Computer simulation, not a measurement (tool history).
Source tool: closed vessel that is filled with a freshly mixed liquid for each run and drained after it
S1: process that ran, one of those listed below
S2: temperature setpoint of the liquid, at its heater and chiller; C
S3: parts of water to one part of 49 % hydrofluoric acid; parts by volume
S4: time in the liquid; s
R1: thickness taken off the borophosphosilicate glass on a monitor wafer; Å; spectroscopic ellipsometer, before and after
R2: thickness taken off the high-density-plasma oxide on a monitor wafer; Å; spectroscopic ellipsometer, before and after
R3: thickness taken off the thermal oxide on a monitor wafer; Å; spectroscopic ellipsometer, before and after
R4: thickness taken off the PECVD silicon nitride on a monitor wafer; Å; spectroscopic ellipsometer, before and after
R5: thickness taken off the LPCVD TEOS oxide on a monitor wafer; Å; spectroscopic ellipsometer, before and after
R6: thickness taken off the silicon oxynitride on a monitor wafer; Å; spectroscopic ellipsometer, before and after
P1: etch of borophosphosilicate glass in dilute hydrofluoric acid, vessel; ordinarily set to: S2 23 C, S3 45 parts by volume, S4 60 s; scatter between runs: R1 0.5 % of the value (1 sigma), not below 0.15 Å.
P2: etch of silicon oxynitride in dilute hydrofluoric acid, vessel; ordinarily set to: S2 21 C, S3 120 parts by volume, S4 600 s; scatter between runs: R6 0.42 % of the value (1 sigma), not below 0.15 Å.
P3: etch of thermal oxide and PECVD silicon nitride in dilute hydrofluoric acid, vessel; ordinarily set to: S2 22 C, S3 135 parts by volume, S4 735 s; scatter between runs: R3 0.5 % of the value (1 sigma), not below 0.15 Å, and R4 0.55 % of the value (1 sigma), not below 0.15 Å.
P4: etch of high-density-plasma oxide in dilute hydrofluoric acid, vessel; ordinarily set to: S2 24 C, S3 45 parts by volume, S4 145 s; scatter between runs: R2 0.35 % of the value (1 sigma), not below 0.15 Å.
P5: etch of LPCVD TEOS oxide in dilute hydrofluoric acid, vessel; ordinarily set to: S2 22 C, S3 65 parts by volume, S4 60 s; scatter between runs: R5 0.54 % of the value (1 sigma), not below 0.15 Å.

| run | hour | S1 | S2 | S3 | S4 | R1 | R2 | R3 | R4 | R5 | R6 |
|---|---|---|---|---|---|---|---|---|---|---|---|
| 1 | 2.4 | P1 | 23 | 45 | 60 | 679.11 |  |  |  |  |  |
| 2 | 6.6 | P4 | 24 | 45 | 145 |  | 174.35 |  |  |  |  |
| 3 | 9.3 | P3 | 22 | 135 | 735 |  |  | 216.81 | 110.82 |  |  |
| 4 | 12.5 | P5 | 22 | 65 | 115 |  |  |  |  | 960.98 |  |
| 5 | 15.3 | P4 | 31 | 45 | 145 |  | 230.65 |  |  |  |  |
| 6 | 17.7 | P4 | 24 | 45 | 30 |  | 35.865 |  |  |  |  |
| 7 | 20.5 | P1 | 23 | 20 | 60 | 1574.6 |  |  |  |  |  |
|  | 22.9 | thermometer replaced |
| 8 | 23.3 | P1 | 23 | 45 | 60 | 680.27 |  |  |  |  |  |
| 9 | 28.1 | P4 | 24 | 45 | 145 |  | 174.97 |  |  |  |  |
| 10 | 32.9 | P1 | 30.5 | 75 | 60 | 525.6 |  |  |  |  |  |
| 11 | 36.1 | P1 | 23 | 45 | 60 | 682.8 |  |  |  |  |  |
| 12 | 41.5 | P2 | 21 | 220 | 600 |  |  |  |  |  | 99.23 |
| 13 | 45.4 | P4 | 24 | 20 | 145 |  | 405.88 |  |  |  |  |
| 14 | 49.5 | P5 | 22 | 65 | 60 |  |  |  |  | 494.52 |  |
| 15 | 54.7 | P1 | 23 | 45 | 60 | 673.56 |  |  |  |  |  |
| 16 | 60 | P1 | 23 | 65 | 60 | 461 |  |  |  |  |  |
| 17 | 62.9 | P1 | 17 | 45 | 60 | 522.23 |  |  |  |  |  |
| 18 | 67.2 | P5 | 30 | 65 | 60 |  |  |  |  | 687.12 |  |
| 19 | 72.1 | P3 | 22 | 210 | 735 |  |  | 128.52 | 73.128 |  |  |
| 20 | 75.9 | P2 | 21 | 120 | 1055 |  |  |  |  |  | 342.94 |
| 21 | 80.2 | P1 | 23 | 45 | 60 | 677.65 |  |  |  |  |  |
| 22 | 84.3 | P3 | 17 | 135 | 735 |  |  | 177.99 | 80.041 |  |  |
| 23 | 88.8 | P1 | 23 | 45 | 30 | 340.64 |  |  |  |  |  |
| 24 | 92.6 | P1 | 28.5 | 45 | 60 | 853.56 |  |  |  |  |  |
| 25 | 96.6 | P3 | 22 | 135 | 115 |  |  | 33.934 | 17.145 |  |  |
| 26 | 100.2 | P1 | 23 | 45 | 60 | 681.11 |  |  |  |  |  |
| 27 | 104.4 | P2 | 17 | 120 | 600 |  |  |  |  |  | 161.28 |
| 28 | 108.2 | P2 | 21 | 120 | 600 |  |  |  |  |  | 195.36 |
| 29 | 110.7 | P5 | 22 | 20 | 60 |  |  |  |  | 1703 |  |
| 30 | 116.1 | P5 | 22 | 65 | 60 |  |  |  |  | 494.98 |  |
| 31 | 118.8 | P1 | 23 | 45 | 115 | 1300.8 |  |  |  |  |  |
| 32 | 123.2 | P1 | 23 | 45 | 60 | 674.65 |  |  |  |  |  |
| 33 | 126.1 | P1 | 23 | 45 | 60 | 697.48 |  |  |  |  |  |
| 34 | 130.9 | P1 | 23 | 45 | 60 | 709.62 |  |  |  |  |  |
| 35 | 133.3 | P1 | 23 | 45 | 60 | 717.86 |  |  |  |  |  |

Run 36 comes next. What will it give?
| 36 | 137.5 | P1 | 23 | 45 | 60 | ? |  |  |  |  |  |

R1: 719.11 Å

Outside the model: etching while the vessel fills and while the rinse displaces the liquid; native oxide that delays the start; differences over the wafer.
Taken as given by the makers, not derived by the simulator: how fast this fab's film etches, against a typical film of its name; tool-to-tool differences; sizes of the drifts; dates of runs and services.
